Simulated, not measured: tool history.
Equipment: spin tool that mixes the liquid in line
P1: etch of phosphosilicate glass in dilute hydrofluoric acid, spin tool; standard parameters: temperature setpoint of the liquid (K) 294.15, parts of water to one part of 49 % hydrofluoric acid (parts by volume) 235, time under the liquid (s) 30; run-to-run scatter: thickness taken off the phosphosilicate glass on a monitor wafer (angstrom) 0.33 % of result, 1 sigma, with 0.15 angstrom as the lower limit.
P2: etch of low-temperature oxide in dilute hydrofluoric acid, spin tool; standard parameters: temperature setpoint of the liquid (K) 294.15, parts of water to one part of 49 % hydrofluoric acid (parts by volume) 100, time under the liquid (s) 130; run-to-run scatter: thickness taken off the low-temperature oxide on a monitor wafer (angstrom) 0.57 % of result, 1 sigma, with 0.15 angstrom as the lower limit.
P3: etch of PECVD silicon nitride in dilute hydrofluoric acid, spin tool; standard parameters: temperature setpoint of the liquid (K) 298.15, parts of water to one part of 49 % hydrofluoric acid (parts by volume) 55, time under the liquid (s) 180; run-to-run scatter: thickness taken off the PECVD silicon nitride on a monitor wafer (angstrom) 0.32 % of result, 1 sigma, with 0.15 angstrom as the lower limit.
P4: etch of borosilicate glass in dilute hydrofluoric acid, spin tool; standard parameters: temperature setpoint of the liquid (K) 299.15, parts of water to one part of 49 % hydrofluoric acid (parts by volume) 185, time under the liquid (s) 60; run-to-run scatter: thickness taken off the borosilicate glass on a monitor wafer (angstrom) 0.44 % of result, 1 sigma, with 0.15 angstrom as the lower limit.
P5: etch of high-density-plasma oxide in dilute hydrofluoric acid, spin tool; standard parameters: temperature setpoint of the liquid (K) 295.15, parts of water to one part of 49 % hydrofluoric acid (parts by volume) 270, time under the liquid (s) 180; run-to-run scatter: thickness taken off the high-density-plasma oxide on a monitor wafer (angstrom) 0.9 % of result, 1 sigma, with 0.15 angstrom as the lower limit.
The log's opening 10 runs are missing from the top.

run	day	process that ran	temperature setpoint of the liquid (K)	parts of water to one part of 49 % hydrofluoric acid (parts by volume)	time under the liquid (s)	hours since the thermometer was replaced	hours since the hydrofluoric acid flow meter was replaced	thickness taken off the phosphosilicate glass on a monitor wafer (angstrom)	thickness taken off the high-density-plasma oxide on a monitor wafer (angstrom)	thickness taken off the low-temperature oxide on a monitor wafer (angstrom)	thickness taken off the PECVD silicon nitride on a monitor wafer (angstrom)	thickness taken off the borosilicate glass on a monitor wafer (angstrom)
11	2.746	P2	294.15	100	130	834.6	768.1			271.53		
12	2.921	P4	299.15	320	60	838.8	772.3					44.551
13	3.246	P1	294.15	235	60	846.6	780.1	388.21				
14	3.612	P2	294.15	100	250	855.4	788.9			526.72		
15	3.875	P1	294.15	235	30	861.7	795.2	194.69				
16	4.054	P4	299.15	185	60	866	799.5					90.179
17	4.238	P4	299.15	185	15	870.4	803.9					22.116
18	4.521	P1	294.15	235	30	877.2	810.7	194.98				
19	4.742	P4	292.15	185	60	882.5	816					68.586
20	4.95	P3	298.15	30	180	887.5	821				182.69	
21	5.221	P1	294.15	235	30	894	827.5	194.98				
22	5.467	P1	294.15	235	30	899.9	833.4	194.67				
23	5.796	P5	299.15	270	180	907.8	841.3		34.117			

Expected results for the next run?
24	6.142	P5	295.15	165	180	916.1	849.6		?			

For run 24 the tool returned thickness taken off the high-density-plasma oxide on a monitor wafer (angstrom) 54.146.

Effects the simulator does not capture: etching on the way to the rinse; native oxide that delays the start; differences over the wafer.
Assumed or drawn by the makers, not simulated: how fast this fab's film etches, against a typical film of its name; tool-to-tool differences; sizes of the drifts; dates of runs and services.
